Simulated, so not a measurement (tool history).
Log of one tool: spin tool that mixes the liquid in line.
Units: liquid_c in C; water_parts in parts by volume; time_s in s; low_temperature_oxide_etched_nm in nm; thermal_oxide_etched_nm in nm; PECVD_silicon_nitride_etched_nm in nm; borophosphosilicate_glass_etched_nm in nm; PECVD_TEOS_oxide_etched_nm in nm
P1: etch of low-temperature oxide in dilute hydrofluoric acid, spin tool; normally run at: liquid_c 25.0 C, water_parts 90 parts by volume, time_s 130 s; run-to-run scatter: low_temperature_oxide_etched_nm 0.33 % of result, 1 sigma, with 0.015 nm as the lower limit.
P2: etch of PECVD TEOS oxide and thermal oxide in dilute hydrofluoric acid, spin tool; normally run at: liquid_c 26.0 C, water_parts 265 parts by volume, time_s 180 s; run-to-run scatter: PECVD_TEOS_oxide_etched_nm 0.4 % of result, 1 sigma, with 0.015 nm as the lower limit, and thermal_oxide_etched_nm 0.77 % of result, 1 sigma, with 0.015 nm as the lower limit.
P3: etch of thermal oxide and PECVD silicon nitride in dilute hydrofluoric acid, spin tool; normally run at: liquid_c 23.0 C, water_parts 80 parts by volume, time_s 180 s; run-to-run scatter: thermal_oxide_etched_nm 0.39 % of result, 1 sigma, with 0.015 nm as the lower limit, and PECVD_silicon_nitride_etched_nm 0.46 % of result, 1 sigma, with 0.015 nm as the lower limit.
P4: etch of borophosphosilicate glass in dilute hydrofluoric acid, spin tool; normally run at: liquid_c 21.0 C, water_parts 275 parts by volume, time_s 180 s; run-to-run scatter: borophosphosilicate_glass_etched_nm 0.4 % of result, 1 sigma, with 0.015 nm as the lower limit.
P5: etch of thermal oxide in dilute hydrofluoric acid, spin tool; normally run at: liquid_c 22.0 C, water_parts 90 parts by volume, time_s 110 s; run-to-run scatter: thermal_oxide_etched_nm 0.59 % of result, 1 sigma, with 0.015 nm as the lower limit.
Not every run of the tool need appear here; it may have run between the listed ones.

run	hour	process	liquid_c	water_parts	time_s	hours since the thermometer was replaced	hours since the hydrofluoric acid flow meter was replaced	low_temperature_oxide_etched_nm	thermal_oxide_etched_nm	PECVD_silicon_nitride_etched_nm	borophosphosilicate_glass_etched_nm	PECVD_TEOS_oxide_etched_nm
1	12.5	P1	25.0	90	130	743.7	890.3	30.5980				
2	22.6	P3	23.0	20	180	753.8	900.4		43.89400	29.0790		
3	29.1	P5	30.0	90	110	760.3	906.9		7.64040			
4	40.3	P1	25.0	40	130	771.5	918.1	73.7120				
5	51.9	P1	21.0	90	130	783.1	929.7	26.1330				
6	59.5	P1	25.0	90	130	790.7	937.3	30.6550				
7	70.8	P4	21.0	485	180	802.0	948.6				14.6940	
8	76.7	P2	26.0	265	180	807.9	954.5		2.92170			12.9670
9	83.1	P1	33.0	90	130	814.3	960.9	41.4430				
10	95.5	P3	23.0	80	180	826.7	973.3		10.17100	7.5070		
11	104.0	P1	25.0	90	220	835.2	981.8	51.7080				
12	113.8	P4	17.0	275	180	845.0	991.6				26.6840	
13	125.2	P1	25.0	90	15	856.4	1003.0	3.5525				
14	132.2	P1	25.0	90	130	863.4	1010.0	30.5920				
15	143.7	P2	19.5	265	180	874.9	1021.5		2.37440			10.2240
16	151.2	P1	25.0	125	130	882.4	1029.0	21.1840				
17	159.0	P1	25.0	90	130	890.2	1036.8	30.5970				
18	167.6	P2	26.0	265	20	898.8	1045.4		0.32184			1.4478
19	177.4	P1	25.0	90	130	908.6	1055.2	30.6610				
20	183.8	P2	26.0	265	180	915.0	1061.6		2.93550			12.8850
21	197.1	P5	22.0	90	110	928.3	1074.9		5.55890			
22	206.7	P3	18.5	80	180	937.9	1084.5		8.45970	5.5022		
23	217.1	P1	25.0	90	130	948.3	1094.9	30.5710				
24	224.8	P4	21.0	275	180	956.0	1102.6				31.0740	
25	236.8	P4	21.0	275	30	968.0	1114.6				5.1687	
26	249.6	P5	22.0	90	20	980.8	1127.4		0.99329			
27	258.3	P5	22.0	50	110	989.5	1136.1		10.53100			

What does the tool deliver on the next run?
28	264.3	P2	26.0	125	180	995.5	1142.1		?			?

Run 28 produced thermal_oxide_etched_nm 7.31460 nm, PECVD_TEOS_oxide_etched_nm 32.0340 nm.
